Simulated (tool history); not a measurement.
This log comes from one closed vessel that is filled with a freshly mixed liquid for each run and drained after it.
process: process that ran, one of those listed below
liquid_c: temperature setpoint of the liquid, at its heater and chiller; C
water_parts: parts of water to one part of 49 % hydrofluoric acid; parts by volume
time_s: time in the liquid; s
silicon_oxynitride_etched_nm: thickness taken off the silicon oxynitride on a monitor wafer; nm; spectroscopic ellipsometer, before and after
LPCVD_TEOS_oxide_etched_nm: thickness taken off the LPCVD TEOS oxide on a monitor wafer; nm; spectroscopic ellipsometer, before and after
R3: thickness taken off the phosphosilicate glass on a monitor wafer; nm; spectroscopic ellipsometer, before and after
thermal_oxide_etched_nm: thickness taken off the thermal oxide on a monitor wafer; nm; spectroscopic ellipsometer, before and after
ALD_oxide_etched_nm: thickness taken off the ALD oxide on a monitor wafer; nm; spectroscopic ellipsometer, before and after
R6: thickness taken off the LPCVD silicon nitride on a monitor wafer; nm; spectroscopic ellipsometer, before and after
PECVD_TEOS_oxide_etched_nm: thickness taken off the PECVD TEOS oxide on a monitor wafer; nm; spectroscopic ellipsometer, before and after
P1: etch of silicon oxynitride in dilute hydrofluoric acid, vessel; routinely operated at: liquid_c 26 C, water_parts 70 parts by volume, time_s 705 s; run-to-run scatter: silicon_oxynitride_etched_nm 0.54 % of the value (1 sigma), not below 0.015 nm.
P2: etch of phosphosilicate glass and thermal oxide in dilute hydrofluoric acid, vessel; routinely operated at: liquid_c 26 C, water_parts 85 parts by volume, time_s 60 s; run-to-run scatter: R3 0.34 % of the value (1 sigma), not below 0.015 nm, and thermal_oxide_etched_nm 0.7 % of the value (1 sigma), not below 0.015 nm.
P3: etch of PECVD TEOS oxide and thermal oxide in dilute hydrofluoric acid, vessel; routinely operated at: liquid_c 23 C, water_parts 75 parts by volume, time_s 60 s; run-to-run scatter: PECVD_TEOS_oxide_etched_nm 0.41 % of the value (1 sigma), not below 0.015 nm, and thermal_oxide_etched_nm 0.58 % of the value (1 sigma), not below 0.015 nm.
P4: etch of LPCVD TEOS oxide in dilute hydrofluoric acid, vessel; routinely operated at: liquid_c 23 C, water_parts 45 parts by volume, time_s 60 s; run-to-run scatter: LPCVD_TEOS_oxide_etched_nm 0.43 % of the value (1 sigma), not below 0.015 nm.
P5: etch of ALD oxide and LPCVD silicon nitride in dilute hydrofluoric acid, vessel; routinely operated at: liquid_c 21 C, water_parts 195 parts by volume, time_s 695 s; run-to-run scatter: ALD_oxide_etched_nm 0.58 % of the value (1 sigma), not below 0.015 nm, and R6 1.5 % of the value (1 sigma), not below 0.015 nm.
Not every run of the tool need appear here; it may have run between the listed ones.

run 1 day=0.162 | process=P1 liquid_c=26 water_parts=70 time_s=705 | silicon_oxynitride_etched_nm=50.579
run 2 day=0.367 | process=P1 liquid_c=26 water_parts=70 time_s=705 | silicon_oxynitride_etched_nm=49.948
run 3 day=0.554 | process=P1 liquid_c=26 water_parts=70 time_s=705 | silicon_oxynitride_etched_nm=49.382
run 4 day=0.738 | process=P4 liquid_c=23 water_parts=45 time_s=60 | LPCVD_TEOS_oxide_etched_nm=26.423
run 5 day=0.871 | process=P2 liquid_c=26 water_parts=20 time_s=60 | R3=743.3 thermal_oxide_etched_nm=16.311
run 6 day=0.992 | process=P4 liquid_c=23 water_parts=70 time_s=60 | LPCVD_TEOS_oxide_etched_nm=16.538
run 7 day=1.112 | process=P1 liquid_c=26 water_parts=70 time_s=705 | silicon_oxynitride_etched_nm=50.061
run 8 day=1.225 | process=P5 liquid_c=21 water_parts=195 time_s=695 | ALD_oxide_etched_nm=28.002 R6=1.6095
run 9 day=1.412 | process=P3 liquid_c=23 water_parts=20 time_s=60 | thermal_oxide_etched_nm=14.149 PECVD_TEOS_oxide_etched_nm=48.429
run 10 day=1.562 | process=P5 liquid_c=21 water_parts=195 time_s=695 | ALD_oxide_etched_nm=27.823 R6=1.6677
run 11 day=1.721 | process=P5 liquid_c=17 water_parts=195 time_s=695 | ALD_oxide_etched_nm=23.372 R6=1.2315
run 12 day=1.938 | process=P1 liquid_c=26 water_parts=95 time_s=705 | silicon_oxynitride_etched_nm=35.989
run 13 day=2.042 | process=P3 liquid_c=23 water_parts=75 time_s=60 | thermal_oxide_etched_nm=3.5003 PECVD_TEOS_oxide_etched_nm=12.035
run 14 day=2.267 | process=P4 liquid_c=23 water_parts=45 time_s=30 | LPCVD_TEOS_oxide_etched_nm=13.172
run 15 day=2.433 | process=P1 liquid_c=26 water_parts=70 time_s=1040 | silicon_oxynitride_etched_nm=73.679
run 16 day=2.579 | process=P3 liquid_c=23 water_parts=75 time_s=30 | thermal_oxide_etched_nm=1.736 PECVD_TEOS_oxide_etched_nm=5.9878
run 17 day=2.733 | process=P1 liquid_c=26 water_parts=70 time_s=705 | silicon_oxynitride_etched_nm=49.902
run 18 day=2.908 | process=P1 liquid_c=26 water_parts=70 time_s=290 | silicon_oxynitride_etched_nm=20.482
run 19 day=3.1 | process=P3 liquid_c=17 water_parts=75 time_s=60 | thermal_oxide_etched_nm=2.7269 PECVD_TEOS_oxide_etched_nm=9.3733
run 20 day=3.325 | process=P5 liquid_c=21 water_parts=300 time_s=695 | ALD_oxide_etched_nm=16.409 R6=1.0701
run 21 day=3.488 | process=P2 liquid_c=18 water_parts=85 time_s=60 | R3=115.09 thermal_oxide_etched_nm=2.5458
run 22 day=3.612 | process=P1 liquid_c=21.5 water_parts=70 time_s=705 | silicon_oxynitride_etched_nm=39.798
run 23 day=3.779 | process=P5 liquid_c=21 water_parts=195 time_s=245 | ALD_oxide_etched_nm=9.7101 R6=0.56762
run 24 day=3.888 | process=P1 liquid_c=31.5 water_parts=70 time_s=285 | silicon_oxynitride_etched_nm=25.847
run 25 day=4.075 | process=P4 liquid_c=23 water_parts=45 time_s=60 | LPCVD_TEOS_oxide_etched_nm=26.702
run 26 day=4.217 | process=P1 liquid_c=32.5 water_parts=70 time_s=705 | silicon_oxynitride_etched_nm=66.957
run 27 day=4.446 | process=P2 liquid_c=26 water_parts=85 time_s=60 | R3=160.72 thermal_oxide_etched_nm=3.5855
run 28 day=4.662 | process=P1 liquid_c=26 water_parts=40 time_s=705 | silicon_oxynitride_etched_nm=89.706
run 29 day=4.846 | process=P2 liquid_c=26 water_parts=85 time_s=35 | R3=93.746 thermal_oxide_etched_nm=2.0607
run 30 day=5.05 | process=P4 liquid_c=17 water_parts=45 time_s=60 | LPCVD_TEOS_oxide_etched_nm=20.614
run 31 day=5.179 | process=P1 liquid_c=26 water_parts=70 time_s=705 | silicon_oxynitride_etched_nm=50.16
run 32 day=5.354 | process=P3 liquid_c=23 water_parts=75 time_s=60 | thermal_oxide_etched_nm=3.5662 PECVD_TEOS_oxide_etched_nm=12.041
run 33 day=5.538 | process=P1 liquid_c=26 water_parts=70 time_s=705 | silicon_oxynitride_etched_nm=50.179
run 34 day=5.654 | process=P1 liquid_c=26 water_parts=70 time_s=705 | silicon_oxynitride_etched_nm=51.492
run 35 day=5.775 | process=P1 liquid_c=26 water_parts=70 time_s=705 | silicon_oxynitride_etched_nm=53.088
run 36 day=5.95 | process=P1 liquid_c=26 water_parts=70 time_s=705 | silicon_oxynitride_etched_nm=53.664
run 37 day=6.142 | process=P1 liquid_c=26 water_parts=70 time_s=705 | silicon_oxynitride_etched_nm=54.43
run 38 day=6.346 | process=P1 liquid_c=26 water_parts=70 time_s=705 | silicon_oxynitride_etched_nm=55.678
run 39 day=6.533 | process=P1 liquid_c=26 water_parts=70 time_s=705 | silicon_oxynitride_etched_nm=54.994
run 40 day=6.688 | process=P1 liquid_c=26 water_parts=70 time_s=705 | silicon_oxynitride_etched_nm=54.66
run 41 day=6.825 | process=P1 liquid_c=26 water_parts=70 time_s=705 | silicon_oxynitride_etched_nm=55.478

P1 no longer gives what it gave before; its output has crept away from where it was. The following 2 causes, each at its listed size, fit the log equally well:
A: hydrofluoric acid flow above the setpoint (%) = 10.5
B: liquid hotter than its thermometer reads (K) = 2.25
Onset of the creep was near day 5.538.

Of the 4 check runs listed below, each run on one wafer and each result written as a question mark, which would let you distinguish the listed causes because they would give clearly different results?
run check 1 day=6.962 | process=P2 liquid_c=20 water_parts=25 time_s=60 | R3=? thermal_oxide_etched_nm=?
run check 2 day=6.962 | process=P4 liquid_c=19 water_parts=45 time_s=60 | LPCVD_TEOS_oxide_etched_nm=?
run check 3 day=6.962 | process=P3 liquid_c=17 water_parts=45 time_s=60 | thermal_oxide_etched_nm=? PECVD_TEOS_oxide_etched_nm=?
run check 4 day=6.962 | process=P5 liquid_c=21 water_parts=290 time_s=355 | ALD_oxide_etched_nm=? R6=?

What each check would give under each cause:
check=check_1 result=R3 if_A=507.23 if_B=504.03
check=check_1 result=thermal_oxide_etched_nm if_A=11.225 if_B=11.154
check=check_2 result=LPCVD_TEOS_oxide_etched_nm if_A=24.826 if_B=24.599
check=check_3 result=thermal_oxide_etched_nm if_A=5.2132 if_B=5.1747
check=check_3 result=PECVD_TEOS_oxide_etched_nm if_A=17.915 if_B=17.782
check=check_4 result=ALD_oxide_etched_nm if_A=9.8814 if_B=9.4459
check=check_4 result=R6 if_A=0.61923 if_B=0.64655
Distance between the nearest two causes, measured in the result of the check that separates them most: check 1 0.63 %; check 2 0.92 %; check 3 0.74 %; check 4 4.51 %
The other checks would show nearly matching results whichever cause is true, so check 4 is the only one that separates the causes.

Check 4 has now been run. It gave: ALD_oxide_etched_nm 9.8722 nm; R6 0.61237 nm. Which of the candidate causes is it?

A is the cause: hydrofluoric acid flow above the setpoint (%).

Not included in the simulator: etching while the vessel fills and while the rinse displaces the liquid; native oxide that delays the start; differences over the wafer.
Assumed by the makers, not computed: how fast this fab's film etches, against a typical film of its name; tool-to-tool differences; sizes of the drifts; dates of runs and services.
